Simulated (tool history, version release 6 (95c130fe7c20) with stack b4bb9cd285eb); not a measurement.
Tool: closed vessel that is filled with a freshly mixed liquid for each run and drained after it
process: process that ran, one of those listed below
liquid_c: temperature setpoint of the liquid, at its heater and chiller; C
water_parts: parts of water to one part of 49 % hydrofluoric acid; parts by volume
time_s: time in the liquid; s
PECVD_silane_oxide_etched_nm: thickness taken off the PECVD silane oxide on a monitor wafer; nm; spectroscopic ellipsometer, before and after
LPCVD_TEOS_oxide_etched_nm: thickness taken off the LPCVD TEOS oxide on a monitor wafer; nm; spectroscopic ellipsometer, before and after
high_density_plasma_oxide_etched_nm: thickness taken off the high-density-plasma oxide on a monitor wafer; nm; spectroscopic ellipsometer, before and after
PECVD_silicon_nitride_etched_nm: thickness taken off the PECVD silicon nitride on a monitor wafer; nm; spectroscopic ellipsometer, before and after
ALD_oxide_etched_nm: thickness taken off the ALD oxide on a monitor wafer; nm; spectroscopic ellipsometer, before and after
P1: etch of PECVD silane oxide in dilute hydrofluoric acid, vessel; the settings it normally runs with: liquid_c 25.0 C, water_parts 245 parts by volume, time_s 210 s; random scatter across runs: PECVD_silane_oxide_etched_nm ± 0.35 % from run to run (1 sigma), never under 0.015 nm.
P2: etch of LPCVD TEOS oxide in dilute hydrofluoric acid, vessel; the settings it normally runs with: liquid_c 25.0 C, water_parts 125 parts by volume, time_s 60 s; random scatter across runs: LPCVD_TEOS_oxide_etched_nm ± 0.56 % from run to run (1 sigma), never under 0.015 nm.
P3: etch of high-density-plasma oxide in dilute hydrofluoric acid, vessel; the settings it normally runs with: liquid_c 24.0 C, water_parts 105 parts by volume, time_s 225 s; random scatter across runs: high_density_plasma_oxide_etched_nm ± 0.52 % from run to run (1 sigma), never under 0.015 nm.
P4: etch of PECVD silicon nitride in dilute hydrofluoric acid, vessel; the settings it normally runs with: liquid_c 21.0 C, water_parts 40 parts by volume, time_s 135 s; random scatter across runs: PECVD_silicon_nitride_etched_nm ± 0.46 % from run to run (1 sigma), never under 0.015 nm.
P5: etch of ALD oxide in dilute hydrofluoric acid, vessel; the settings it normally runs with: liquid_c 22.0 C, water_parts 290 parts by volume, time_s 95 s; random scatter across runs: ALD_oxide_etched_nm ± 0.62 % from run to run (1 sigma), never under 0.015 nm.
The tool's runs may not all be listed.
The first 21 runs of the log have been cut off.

run,day,process,liquid_c,water_parts,time_s,PECVD_silane_oxide_etched_nm,LPCVD_TEOS_oxide_etched_nm,high_density_plasma_oxide_etched_nm,PECVD_silicon_nitride_etched_nm,ALD_oxide_etched_nm
22,3.283,P5,22.0,290,95,,,,,4.4849
23,3.442,P4,21.0,40,240,,,,19.8900,
24,3.575,P2,25.0,125,100,,28.027,,,
25,3.800,P4,17.0,40,135,,,,8.4581,
26,3.942,P1,25.0,245,210,16.5720,,,,
27,4.138,P4,21.0,40,135,,,,11.2070,
28,4.242,P3,24.0,105,30,,,1.9088,,
29,4.396,P1,25.0,245,210,16.5170,,,,
30,4.612,P5,22.0,290,50,,,,,2.3356
31,4.792,P2,25.0,125,60,,16.682,,,
32,4.967,P1,25.0,245,210,16.5680,,,,
33,5.071,P2,25.0,125,60,,16.928,,,
34,5.204,P1,25.0,245,210,16.5130,,,,
35,5.308,P1,25.0,245,210,16.9290,,,,
36,5.525,P1,25.0,245,210,17.3850,,,,
37,5.633,P1,25.0,245,210,17.3330,,,,
38,5.775,P1,25.0,245,210,17.5130,,,,
39,5.908,P1,25.0,245,210,17.6780,,,,
40,6.038,P1,25.0,245,210,17.7700,,,,
41,6.229,P1,25.0,245,210,17.8160,,,,
42,6.421,P1,25.0,245,210,17.8510,,,,
43,6.558,P1,25.0,245,210,17.9020,,,,
44,6.767,P1,25.0,245,210,17.8620,,,,

Run 45 is up next; what results do you expect?
45,6.975,P1,25.0,245,210,?,,,,

PECVD_silane_oxide_etched_nm: 17.9230 nm
